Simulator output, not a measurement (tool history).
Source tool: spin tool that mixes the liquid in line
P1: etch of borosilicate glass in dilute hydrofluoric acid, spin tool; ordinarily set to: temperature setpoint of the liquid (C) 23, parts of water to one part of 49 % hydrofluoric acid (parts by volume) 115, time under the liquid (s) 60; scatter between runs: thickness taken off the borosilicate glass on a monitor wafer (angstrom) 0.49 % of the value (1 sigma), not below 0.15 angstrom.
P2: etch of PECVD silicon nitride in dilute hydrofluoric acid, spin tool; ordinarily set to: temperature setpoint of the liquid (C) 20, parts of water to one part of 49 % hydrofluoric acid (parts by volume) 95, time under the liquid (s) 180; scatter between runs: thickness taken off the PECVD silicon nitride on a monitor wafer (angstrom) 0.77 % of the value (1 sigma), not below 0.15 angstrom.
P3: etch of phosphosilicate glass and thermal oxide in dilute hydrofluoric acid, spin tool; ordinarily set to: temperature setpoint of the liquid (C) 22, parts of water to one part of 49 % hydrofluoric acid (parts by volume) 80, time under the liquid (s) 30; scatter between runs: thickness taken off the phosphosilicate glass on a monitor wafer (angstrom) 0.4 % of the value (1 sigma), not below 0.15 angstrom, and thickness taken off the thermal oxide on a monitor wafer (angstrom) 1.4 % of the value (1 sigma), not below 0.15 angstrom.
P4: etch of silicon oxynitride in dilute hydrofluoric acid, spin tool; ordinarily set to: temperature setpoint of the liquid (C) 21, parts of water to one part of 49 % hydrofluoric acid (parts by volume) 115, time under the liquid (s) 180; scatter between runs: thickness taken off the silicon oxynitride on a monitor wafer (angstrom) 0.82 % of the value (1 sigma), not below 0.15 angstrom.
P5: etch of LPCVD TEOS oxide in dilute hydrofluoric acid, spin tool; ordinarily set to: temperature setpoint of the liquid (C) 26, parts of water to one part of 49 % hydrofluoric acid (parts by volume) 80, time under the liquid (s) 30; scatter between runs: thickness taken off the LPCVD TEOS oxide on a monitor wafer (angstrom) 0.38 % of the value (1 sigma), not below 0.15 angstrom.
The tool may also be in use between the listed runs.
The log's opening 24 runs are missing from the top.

run   hour  process that ran  temperature setpoint of the liquid (C)  parts of water to one part of 49 % hydrofluoric acid (parts by volume)  time under the liquid (s)  hours since the thermometer was replaced  hours since the hydrofluoric acid flow meter was replaced  thickness taken off the borosilicate glass on a monitor wafer (angstrom)  thickness taken off the PECVD silicon nitride on a monitor wafer (angstrom)  thickness taken off the phosphosilicate glass on a monitor wafer (angstrom)  thickness taken off the thermal oxide on a monitor wafer (angstrom)  thickness taken off the LPCVD TEOS oxide on a monitor wafer (angstrom)  thickness taken off the silicon oxynitride on a monitor wafer (angstrom)
 25  286.6                P4                                      21                                                                     115                         70                                     846.2                                                      604.1                                                                                                                                                                                                                                                                                                                                                                                                                                                     11.055
 26  301.3                P3                                      17                                                                      80                         30                                     860.9                                                      618.8                                                                                                                                                                                                                              227.06                                                               13.049
 27  308.5                P5                                      32                                                                      80                         30                                     868.1                                                        626                                                                                                                                                                                                                                                                                                                                                                           180.81
 28  324.2                P1                                      23                                                                     215                         60                                     883.8                                                      641.7                                                                    101.38
 29  335.6                P4                                      21                                                                     115                        180                                     895.2                                                      653.1                                                                                                                                                                                                                                                                                                                                                                                                                                                     28.826
 30  351.4                P1                                      17                                                                     115                         60                                       911                                                      668.9                                                                    163.67
 31  364.5                P2                                    25.5                                                                      95                        180                                     924.1                                                        682                                                                                                                                                 45.484
 32  374.6                P1                                      23                                                                     115                        115                                     934.2                                                      692.1                                                                    404.86
 33  384.5                P1                                      23                                                                     115                         60                                     944.1                                                        702                                                                    212.27

Estimate the outcome of run 34 from the log above:
 34  393.9                P1                                      23                                                                     115                         60                                     953.5                                                      711.4                                                                         ?

{"run 34": {"thickness taken off the borosilicate glass on a monitor wafer (angstrom)": 205.88}}
